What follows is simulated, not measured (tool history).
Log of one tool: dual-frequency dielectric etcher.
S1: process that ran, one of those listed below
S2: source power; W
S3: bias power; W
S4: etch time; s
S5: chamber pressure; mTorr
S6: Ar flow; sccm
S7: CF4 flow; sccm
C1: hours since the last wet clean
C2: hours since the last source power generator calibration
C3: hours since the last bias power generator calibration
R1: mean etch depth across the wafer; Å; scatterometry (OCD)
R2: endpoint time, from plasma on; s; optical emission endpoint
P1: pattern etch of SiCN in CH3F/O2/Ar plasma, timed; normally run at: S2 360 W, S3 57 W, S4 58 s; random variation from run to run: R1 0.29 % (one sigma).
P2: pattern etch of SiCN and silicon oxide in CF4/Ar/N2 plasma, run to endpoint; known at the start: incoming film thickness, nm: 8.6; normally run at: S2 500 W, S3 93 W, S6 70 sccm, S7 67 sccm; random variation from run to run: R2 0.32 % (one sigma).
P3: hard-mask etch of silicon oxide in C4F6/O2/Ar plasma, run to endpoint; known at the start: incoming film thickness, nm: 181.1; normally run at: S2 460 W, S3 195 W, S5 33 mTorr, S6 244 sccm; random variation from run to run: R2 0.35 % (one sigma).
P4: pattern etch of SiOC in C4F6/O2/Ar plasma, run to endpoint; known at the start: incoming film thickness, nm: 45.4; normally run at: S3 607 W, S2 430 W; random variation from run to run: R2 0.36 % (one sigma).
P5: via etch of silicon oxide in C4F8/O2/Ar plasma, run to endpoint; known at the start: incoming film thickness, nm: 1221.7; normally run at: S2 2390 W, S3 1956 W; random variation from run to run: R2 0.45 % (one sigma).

run   hour  S1    S2    S3    S4  S5   S6  S7     C1      C2      C3      R1      R2
  1    5.3  P1   360    57    58                  52  2880.3  2692.8  196.63
  2   15.6  P1   360    57  34.5                62.3  2890.6  2703.1  116.57
  3   24.2  P5  2390  1956                      70.9  2899.2  2711.7           227.5
  4   33.8  P1   500    57  38.5                80.5  2908.8  2721.3  147.69
  5   39.8  P1   360    57    58                86.5  2914.8  2727.3  197.08
  6   44.9  P3   560   195        33  244       91.6  2919.9  2732.4          49.997
  7   55.6  P4   430   393                     102.3  2930.6  2743.1          15.932
  8   65.1  P2   500    93             70  67  111.8  2940.1  2752.6          8.0271
  9   72.2  P4   430   607                     118.9  2947.2  2759.7           13.51
 10   77.3  P2   500    93             42  67    124  2952.3  2764.8          7.6017
 11   82.9  P1   360    57    58               129.6  2957.9  2770.4   195.9
 12   90.2  P3   460   195        33  244      136.9  2965.2  2777.7          53.558
 13   97.8  P5  1480  1956                     144.5  2972.8  2785.3          275.28
 14  105.2  P1   360    57    58               151.9  2980.2  2792.7  196.62
 15    114  P5  2390  1443                     160.7    2989  2801.5          244.29
 16    124  P1   290    57    58               170.7    2999  2811.5  181.47
 17  133.3  P3   460   159        33  244        180  3008.3  2820.8          57.429
 18  143.5  P1   360    57    58               190.2  3018.5    2831  197.23
 19  152.1  P1   360    57    58               198.8  3027.1  2839.6  197.26
 20  158.1  P3   460   195        42  244      204.8  3033.1  2845.6          55.329
 21  167.4  P1   360    57    58               214.1  3042.4  2854.9   196.6
 22  173.9  P1   490    57    58               220.6  3048.9  2861.4  221.15
 23  179.1  P1   360    57  71.5               225.8  3054.1  2866.6  242.67
 24  184.7  P1   280    57    78               231.4  3059.7  2872.2  240.88
 25  191.1  P4   280   607                     237.8  3066.1  2878.6          15.874
 26  198.8  P2   500    93             70  67  245.5  3073.8  2886.3          8.0336
 27  208.7  P2   500   125             70  67  255.4  3083.7  2896.2          7.1916
 28  219.8  P5  2390  1956                     266.5  3094.8  2907.3          224.68
 29  225.9  P1   360    45    58               272.6  3100.9  2913.4  182.38
 30  236.1  P1   360    79    58               282.8  3111.1  2923.6  221.51
 31  245.1  P2   500    93             70  44  291.8  3120.1  2932.6          8.4556
 32  254.9  P2   310    93             70  67  301.6  3129.9  2942.4          12.238
 33  265.9  P3   460   195        33  187      312.6  3140.9  2953.4          52.153
 34    277  P1   360    57    58               323.7    3152  2964.5  196.91
 35  287.7  P1   360    57    58               334.4  3162.7  2975.2   196.1
 36  295.9  P1   360    57    58               342.6  3170.9  2983.4  193.84
 37    307  P1   360    57    58               353.7    3182  2994.5  194.49
 38    318  P1   360    57    58               364.7    3193  3005.5  193.86
       326  -- wet clean of the chamber
 39    329  P1   360    57    58                 3.1    3204  3016.5  194.53
 40  335.5  P1   360    57    58                 9.6  3210.5    3023  194.34
 41  341.8  P1   360    57    58                15.9  3216.8  3029.3  194.87
 42  350.8  P1   360    57    58                24.9  3225.8  3038.3  193.83
 43  362.2  P1   360    57    58                36.3  3237.2  3049.7   192.7

What P1 gives has crept away from where it was. These 2 causes fit the log equally well, each at the size given:
A: source power that arrives under what is set, % = 3.78
B: bias power that arrives under what is set, % = 4.27
The creep began at about hour 277.
Why every other cause is out:
chamber walls in a state that lowers the etch rate, %: serviced at hour 326, which brought nothing back

4 check runs are offered, each on 2 wafers whose results are averaged, their results left as question marks. Which one tells the causes apart?
check 1  373.6  P3   460   195      33  203                       ?
check 2  373.6  P2   500    93           42  67                   ?
check 3  373.6  P5  1500  1956                                    ?
check 4  373.6  P4   300   607                                    ?

What each check would give under each cause:
  check  result    if A    if B
check 1      R2  53.633   53.57
check 2      R2  7.8192  7.6614
check 3      R2  276.71  275.97
check 4      R2   15.63  15.675
How far apart the two closest causes lie, in the result that separates them most: check 1 0.12 %; check 2 2.04 %; check 3 0.27 %; check 4 0.29 %
Only check 2 tells the causes apart: in the others they would give nearly the same result.

Check 2 was then run and gave: R2 7.6494 s. Which cause is it?

It is B: bias power that arrives under what is set, %.
